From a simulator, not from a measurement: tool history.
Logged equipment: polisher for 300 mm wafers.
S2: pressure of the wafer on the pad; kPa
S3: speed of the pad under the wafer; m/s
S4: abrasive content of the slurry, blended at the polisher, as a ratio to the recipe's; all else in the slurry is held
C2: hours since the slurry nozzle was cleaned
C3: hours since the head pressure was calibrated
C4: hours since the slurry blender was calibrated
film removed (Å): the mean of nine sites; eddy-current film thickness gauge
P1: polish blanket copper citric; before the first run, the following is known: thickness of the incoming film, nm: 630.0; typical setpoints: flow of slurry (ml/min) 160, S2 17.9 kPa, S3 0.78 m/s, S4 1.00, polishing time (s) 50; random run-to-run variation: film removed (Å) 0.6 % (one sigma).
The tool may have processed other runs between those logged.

run 1 hour=9.3 | flow_of_slurry_(ml/min)=160 S2=17.9 S3=0.78 S4=1.00 polishing_time_(s)=50 | wafers_polished_on_this_pad=209 C2=323.8 C3=401.4 C4=86.9 | film_removed_(Å)=685.29
run 2 hour=23.1 | flow_of_slurry_(ml/min)=160 S2=17.9 S3=1.18 S4=1.00 polishing_time_(s)=50 | wafers_polished_on_this_pad=319 C2=337.6 C3=415.2 C4=100.7 | film_removed_(Å)=1014.90
run 3 hour=33.7 | flow_of_slurry_(ml/min)=160 S2=11.0 S3=0.78 S4=1.00 polishing_time_(s)=50 | wafers_polished_on_this_pad=404 C2=348.2 C3=425.8 C4=111.3 | film_removed_(Å)=427.85
-- hour=35.9 slurry blender recalibrated
run 4 hour=46.9 | flow_of_slurry_(ml/min)=225 S2=17.9 S3=0.78 S4=1.40 polishing_time_(s)=50 | wafers_polished_on_this_pad=510 C2=361.4 C3=439.0 C4=11.0 | film_removed_(Å)=766.83
run 5 hour=53.9 | flow_of_slurry_(ml/min)=160 S2=17.9 S3=0.78 S4=0.60 polishing_time_(s)=50 | wafers_polished_on_this_pad=566 C2=368.4 C3=446.0 C4=18.0 | film_removed_(Å)=608.61
run 6 hour=68.7 | flow_of_slurry_(ml/min)=95 S2=17.9 S3=0.78 S4=1.00 polishing_time_(s)=50 | wafers_polished_on_this_pad=685 C2=383.2 C3=460.8 C4=32.8 | film_removed_(Å)=612.86
run 7 hour=81.6 | flow_of_slurry_(ml/min)=160 S2=17.9 S3=0.36 S4=1.00 polishing_time_(s)=50 | wafers_polished_on_this_pad=789 C2=396.1 C3=473.7 C4=45.7 | film_removed_(Å)=326.24
run 8 hour=88.1 | flow_of_slurry_(ml/min)=160 S2=28.3 S3=0.78 S4=1.00 polishing_time_(s)=50 | wafers_polished_on_this_pad=841 C2=402.6 C3=480.2 C4=52.2 | film_removed_(Å)=1057.60
run 9 hour=100.4 | flow_of_slurry_(ml/min)=250 S2=17.9 S3=0.78 S4=1.00 polishing_time_(s)=50 | wafers_polished_on_this_pad=940 C2=414.9 C3=492.5 C4=64.5 | film_removed_(Å)=727.88
run 10 hour=115.2 | flow_of_slurry_(ml/min)=160 S2=17.9 S3=0.78 S4=1.00 polishing_time_(s)=50 | wafers_polished_on_this_pad=1058 C2=429.7 C3=507.3 C4=79.3 | film_removed_(Å)=675.10
run 11 hour=124.9 | flow_of_slurry_(ml/min)=160 S2=17.9 S3=0.78 S4=1.00 polishing_time_(s)=75 | wafers_polished_on_this_pad=1136 C2=439.4 C3=517.0 C4=89.0 | film_removed_(Å)=1021.90
run 12 hour=134.1 | flow_of_slurry_(ml/min)=160 S2=17.9 S3=0.78 S4=1.50 polishing_time_(s)=50 | wafers_polished_on_this_pad=1210 C2=448.6 C3=526.2 C4=98.2 | film_removed_(Å)=732.88
run 13 hour=141.8 | flow_of_slurry_(ml/min)=160 S2=17.9 S3=0.78 S4=0.80 polishing_time_(s)=23 | wafers_polished_on_this_pad=1272 C2=456.3 C3=533.9 C4=105.9 | film_removed_(Å)=296.76
run 14 hour=153.1 | flow_of_slurry_(ml/min)=160 S2=17.9 S3=0.78 S4=1.00 polishing_time_(s)=50 | wafers_polished_on_this_pad=1362 C2=467.6 C3=545.2 C4=117.2 | film_removed_(Å)=680.10
run 15 hour=161.9 | flow_of_slurry_(ml/min)=160 S2=17.9 S3=0.78 S4=1.00 polishing_time_(s)=50 | wafers_polished_on_this_pad=1433 C2=476.4 C3=554.0 C4=126.0 | film_removed_(Å)=678.04
run 16 hour=174.0 | flow_of_slurry_(ml/min)=160 S2=17.9 S3=1.22 S4=0.65 polishing_time_(s)=50 | wafers_polished_on_this_pad=1530 C2=488.5 C3=566.1 C4=138.1 | film_removed_(Å)=954.22
-- hour=188.5 worn pad replaced by a new one
run 17 hour=188.8 | flow_of_slurry_(ml/min)=160 S2=17.9 S3=0.78 S4=1.00 polishing_time_(s)=31 | wafers_polished_on_this_pad=2 C2=503.3 C3=580.9 C4=152.9 | film_removed_(Å)=421.96
run 18 hour=201.6 | flow_of_slurry_(ml/min)=160 S2=17.9 S3=0.78 S4=1.00 polishing_time_(s)=50 | wafers_polished_on_this_pad=105 C2=516.1 C3=593.7 C4=165.7 | film_removed_(Å)=675.11
run 19 hour=211.1 | flow_of_slurry_(ml/min)=160 S2=17.9 S3=0.78 S4=1.00 polishing_time_(s)=50 | wafers_polished_on_this_pad=181 C2=525.6 C3=603.2 C4=175.2 | film_removed_(Å)=681.32

Forecast run 20:
run 20 hour=222.8 | flow_of_slurry_(ml/min)=160 S2=17.9 S3=0.78 S4=1.00 polishing_time_(s)=50 | wafers_polished_on_this_pad=275 C2=537.3 C3=614.9 C4=186.9 | film_removed_(Å)=?

Run 20 yielded film removed (Å) 657.59.
